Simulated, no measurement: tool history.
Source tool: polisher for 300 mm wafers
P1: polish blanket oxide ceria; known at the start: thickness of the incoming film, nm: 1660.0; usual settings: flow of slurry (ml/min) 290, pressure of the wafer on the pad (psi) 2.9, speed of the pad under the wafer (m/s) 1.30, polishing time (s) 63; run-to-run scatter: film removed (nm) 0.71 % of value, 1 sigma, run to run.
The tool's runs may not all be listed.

run,hour,flow of slurry (ml/min),pressure of the wafer on the pad (psi),speed of the pad under the wafer (m/s),polishing time (s),wafers polished on this pad,hours since the slurry nozzle was cleaned,hours since the head pressure was calibrated,film removed (nm)
1,12.4,290,2.9,1.30,63,650,191.5,452.9,277.32
2,22.8,290,2.9,1.30,63,774,201.9,463.3,274.01
3,34.4,290,2.9,1.94,63,912,213.5,474.9,409.96
4,45.7,420,2.9,1.30,63,1047,224.8,486.2,287.10
5,62.9,355,2.9,1.90,63,1252,242.0,503.4,416.41
6,74.6,290,4.3,1.30,63,1392,253.7,515.1,407.03
# hour 80.1: head pressure recalibrated
7,83.6,290,2.9,1.30,99,1500,262.7,3.6,432.27
8,95.7,290,2.9,1.30,63,1644,274.8,15.7,271.62
9,111.6,290,2.9,1.30,63,1834,290.7,31.6,275.51
10,124.5,290,1.3,1.30,63,1988,303.6,44.5,125.47
# hour 127.9: slurry nozzle cleaned
11,139.1,290,2.9,1.30,36,2162,11.2,59.1,157.64
12,156.7,175,2.9,1.30,63,2372,28.8,76.7,260.72
13,171.2,290,2.9,0.58,63,2545,43.3,91.2,123.61
14,186.7,290,2.9,1.30,63,2730,58.8,106.7,277.12
15,199.0,290,2.9,1.30,63,2877,71.1,119.0,272.69
16,214.1,290,2.9,1.30,63,3057,86.2,134.1,266.71

Forecast run 17:
17,222.8,290,2.9,1.30,63,3161,94.9,142.8,?

{"run 17": {"film removed (nm)": 269.24}}
